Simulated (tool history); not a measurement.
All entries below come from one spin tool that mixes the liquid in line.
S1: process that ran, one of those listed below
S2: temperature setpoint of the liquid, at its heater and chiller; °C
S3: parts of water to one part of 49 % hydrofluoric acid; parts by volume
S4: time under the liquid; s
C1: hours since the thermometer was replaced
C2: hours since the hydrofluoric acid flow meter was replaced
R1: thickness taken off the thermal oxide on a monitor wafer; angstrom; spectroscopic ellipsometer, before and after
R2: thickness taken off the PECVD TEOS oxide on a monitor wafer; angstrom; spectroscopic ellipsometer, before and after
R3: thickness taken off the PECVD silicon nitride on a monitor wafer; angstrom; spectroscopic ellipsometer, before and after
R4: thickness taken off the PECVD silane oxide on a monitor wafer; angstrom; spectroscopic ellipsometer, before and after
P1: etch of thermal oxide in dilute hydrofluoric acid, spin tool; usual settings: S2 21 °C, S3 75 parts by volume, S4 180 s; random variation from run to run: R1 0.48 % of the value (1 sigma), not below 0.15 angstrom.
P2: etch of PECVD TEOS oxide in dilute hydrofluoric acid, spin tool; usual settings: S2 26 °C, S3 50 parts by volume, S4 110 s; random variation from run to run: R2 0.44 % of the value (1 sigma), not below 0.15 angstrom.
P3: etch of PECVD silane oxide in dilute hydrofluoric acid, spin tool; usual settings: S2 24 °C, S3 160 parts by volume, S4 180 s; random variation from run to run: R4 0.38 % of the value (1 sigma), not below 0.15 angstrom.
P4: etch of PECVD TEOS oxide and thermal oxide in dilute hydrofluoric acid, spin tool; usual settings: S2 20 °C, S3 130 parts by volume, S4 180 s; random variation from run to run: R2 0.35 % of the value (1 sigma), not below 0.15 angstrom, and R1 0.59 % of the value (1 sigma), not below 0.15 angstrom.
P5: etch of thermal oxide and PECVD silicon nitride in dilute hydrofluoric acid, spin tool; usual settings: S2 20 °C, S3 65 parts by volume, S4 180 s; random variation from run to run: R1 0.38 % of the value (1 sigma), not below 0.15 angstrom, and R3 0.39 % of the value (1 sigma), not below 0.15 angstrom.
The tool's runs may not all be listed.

Run 1, hour 9.5: S1 P1, S2 21 °C, S3 75 parts by volume, S4 180 s; C1 1537.2; C2 653.9. Result: R1 105.06 angstrom.
Run 2, hour 14.7: S1 P4, S2 17 °C, S3 130 parts by volume, S4 180 s; C1 1542.4; C2 659.1. Result: R1 47.038 angstrom, R2 111.37 angstrom.
Run 3, hour 23.4: S1 P5, S2 20 °C, S3 65 parts by volume, S4 180 s; C1 1551.1; C2 667.8. Result: R1 108.65 angstrom, R3 61.224 angstrom.
Run 4, hour 29.4: S1 P4, S2 20 °C, S3 130 parts by volume, S4 265 s; C1 1557.1; C2 673.8. Result: R1 77.711 angstrom, R2 186.31 angstrom.
Run 5, hour 39.1: S1 P1, S2 24.5 °C, S3 75 parts by volume, S4 180 s; C1 1566.8; C2 683.5. Result: R1 120.89 angstrom.
Run 6, hour 47.9: S1 P3, S2 24 °C, S3 160 parts by volume, S4 290 s; C1 1575.6; C2 692.3. Result: R4 416.36 angstrom.
Run 7, hour 56: S1 P4, S2 20 °C, S3 35 parts by volume, S4 180 s; C1 1583.7; C2 700.4. Result: R1 221.09 angstrom, R2 524.85 angstrom.
Run 8, hour 65.5: S1 P1, S2 17 °C, S3 75 parts by volume, S4 50 s; C1 1593.2; C2 709.9. Result: R1 24.54 angstrom.
Run 9, hour 70.7: S1 P4, S2 20 °C, S3 130 parts by volume, S4 180 s; C1 1598.4; C2 715.1. Result: R1 53.429 angstrom, R2 126.28 angstrom.
Run 10, hour 75.9: S1 P3, S2 17 °C, S3 160 parts by volume, S4 180 s; C1 1603.6; C2 720.3. Result: R4 196.47 angstrom.
Run 11, hour 81.8: S1 P1, S2 21 °C, S3 75 parts by volume, S4 180 s; C1 1609.5; C2 726.2. Result: R1 104.32 angstrom.
Run 12, hour 88.9: S1 P1, S2 21 °C, S3 30 parts by volume, S4 180 s; C1 1616.6; C2 733.3. Result: R1 277.78 angstrom.
Run 13, hour 95.5: S1 P1, S2 21 °C, S3 125 parts by volume, S4 325 s; C1 1623.2; C2 739.9. Result: R1 108.05 angstrom.
Run 14, hour 103.4: S1 P1, S2 21 °C, S3 120 parts by volume, S4 180 s; C1 1631.1; C2 747.8. Result: R1 62.945 angstrom.
Run 15, hour 113.4: S1 P2, S2 26 °C, S3 50 parts by volume, S4 110 s; C1 1641.1; C2 757.8. Result: R2 244.58 angstrom.
Run 16, hour 119.7: S1 P3, S2 24 °C, S3 30 parts by volume, S4 180 s; C1 1647.4; C2 764.1. Result: R4 1624.1 angstrom.
Run 17, hour 130.4: S1 P4, S2 20 °C, S3 130 parts by volume, S4 180 s; C1 1658.1; C2 774.8. Result: R1 52.918 angstrom, R2 126.84 angstrom.
Run 18, hour 138.1: S1 P2, S2 26 °C, S3 50 parts by volume, S4 25 s; C1 1665.8; C2 782.5. Result: R2 56.023 angstrom.
Run 19, hour 147.4: S1 P2, S2 26 °C, S3 20 parts by volume, S4 110 s; C1 1675.1; C2 791.8. Result: R2 632.69 angstrom.
Run 20, hour 154.7: S1 P1, S2 21 °C, S3 75 parts by volume, S4 180 s; C1 1682.4; C2 799.1. Result: R1 105.15 angstrom.
Run 21, hour 159.5: S1 P1, S2 17 °C, S3 75 parts by volume, S4 90 s; C1 1687.2; C2 803.9. Result: R1 44.708 angstrom.
Run 22, hour 167.5: S1 P5, S2 26.5 °C, S3 65 parts by volume, S4 180 s; C1 1695.2; C2 811.9. Result: R1 142.29 angstrom, R3 94.268 angstrom.
Run 23, hour 176.3: S1 P1, S2 21 °C, S3 75 parts by volume, S4 25 s; C1 1704; C2 820.7. Result: R1 14.852 angstrom.
Run 24, hour 182.3: S1 P5, S2 20 °C, S3 65 parts by volume, S4 15 s; C1 1710; C2 826.7. Result: R1 8.9696 angstrom, R3 5.1341 angstrom.
Run 25, hour 190.2: S1 P1, S2 17 °C, S3 75 parts by volume, S4 180 s; C1 1717.9; C2 834.6. Result: R1 89.197 angstrom.
At hour 192.3: hydrofluoric acid flow meter replaced.
Run 26, hour 199.6: S1 P2, S2 32.5 °C, S3 50 parts by volume, S4 110 s; C1 1727.3; C2 7.4. Result: R2 316.64 angstrom.
Run 27, hour 204.9: S1 P5, S2 20 °C, S3 20 parts by volume, S4 180 s; C1 1732.6; C2 12.7. Result: R1 374.93 angstrom, R3 191.62 angstrom.

Run 28, settings as shown, results not yet in. Your forecast:
Run 28, hour 210.1: S1 P1, S2 21 °C, S3 75 parts by volume, S4 180 s; C1 1737.8; C2 17.9. Result: R1 ?.

R1: 106.15 angstrom

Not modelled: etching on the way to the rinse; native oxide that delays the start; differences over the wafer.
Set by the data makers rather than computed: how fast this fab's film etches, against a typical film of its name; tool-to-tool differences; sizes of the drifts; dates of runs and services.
